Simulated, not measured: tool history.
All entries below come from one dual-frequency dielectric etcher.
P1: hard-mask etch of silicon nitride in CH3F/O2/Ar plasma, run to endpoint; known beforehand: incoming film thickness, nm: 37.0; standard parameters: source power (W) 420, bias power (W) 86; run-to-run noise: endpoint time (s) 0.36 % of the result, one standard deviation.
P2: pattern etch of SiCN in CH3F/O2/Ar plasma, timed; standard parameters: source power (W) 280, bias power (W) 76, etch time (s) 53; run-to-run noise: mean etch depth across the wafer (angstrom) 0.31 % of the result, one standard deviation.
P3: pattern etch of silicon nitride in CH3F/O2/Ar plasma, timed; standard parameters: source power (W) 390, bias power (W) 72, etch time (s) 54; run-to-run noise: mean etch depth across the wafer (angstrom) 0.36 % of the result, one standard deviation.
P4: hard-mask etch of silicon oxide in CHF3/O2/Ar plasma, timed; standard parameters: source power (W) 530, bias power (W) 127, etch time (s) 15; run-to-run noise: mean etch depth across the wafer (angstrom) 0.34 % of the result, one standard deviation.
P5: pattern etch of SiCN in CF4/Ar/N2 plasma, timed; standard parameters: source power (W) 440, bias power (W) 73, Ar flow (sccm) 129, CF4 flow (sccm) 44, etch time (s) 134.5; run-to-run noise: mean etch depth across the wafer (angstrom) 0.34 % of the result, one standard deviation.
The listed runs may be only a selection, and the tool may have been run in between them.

run	hour	process that ran	source power (W)	bias power (W)	Ar flow (sccm)	CF4 flow (sccm)	etch time (s)	hours since the last wet clean	hours since the last source power generator calibration	hours since the last bias power generator calibration	endpoint time (s)	mean etch depth across the wafer (angstrom)
1	12	P1	420	86				298	1665.1	1725.3	49.904	
2	21.9	P1	420	86				307.9	1675	1735.2	49.833	
3	36.5	P1	560	86				322.5	1689.6	1749.8	44.613	
4	45.1	P5	560	73	129	44	134.5	331.1	1698.2	1758.4		1304.1
5	55.3	P2	280	76			53	341.3	1708.4	1768.6		175.31
6	64.3	P2	280	76			31.5	350.3	1717.4	1777.6		104.27
7	75.2	P4	530	127			21	361.2	1728.3	1788.5		357.88
8	84.4	P1	420	86				370.4	1737.5	1797.7	49.339	
9	92	P3	560	72			54	378	1745.1	1805.3		419.89
10	102.8	P5	440	73	129	44	134.5	388.8	1755.9	1816.1		1059.5
11	111.7	P1	420	59				397.7	1764.8	1825	56.365	
12	118.8	P4	530	127			15	404.8	1771.9	1832.1		256.7
13	128.2	P5	440	89	129	44	134.5	414.2	1781.3	1841.5		1147.4
14	141	P5	440	73	129	32	134.5	427	1794.1	1854.3		1002.1
15	153.2	P2	230	76			53	439.2	1806.3	1866.5		163.6
16	160.9	P1	260	62				446.9	1814	1874.2	66.682	
17	172.3	P3	390	88			54	458.3	1825.4	1885.6		389.4
18	180	P4	320	127			15	466	1833.1	1893.3		211.24
19	190.7	P1	420	86				476.7	1843.8	1904	49.548	
20	199.7	P3	390	72			54	485.7	1852.8	1913		363.82
21	207.3	P3	390	72			29.5	493.3	1860.4	1920.6		199.41
22	214	P2	280	46			53	500	1867.1	1927.3		147.41

Run 23 is up next; what results do you expect?
23	223.9	P1	310	86				509.9	1877	1937.2	?	

{"run 23": {"endpoint time (s)": 55.778}}

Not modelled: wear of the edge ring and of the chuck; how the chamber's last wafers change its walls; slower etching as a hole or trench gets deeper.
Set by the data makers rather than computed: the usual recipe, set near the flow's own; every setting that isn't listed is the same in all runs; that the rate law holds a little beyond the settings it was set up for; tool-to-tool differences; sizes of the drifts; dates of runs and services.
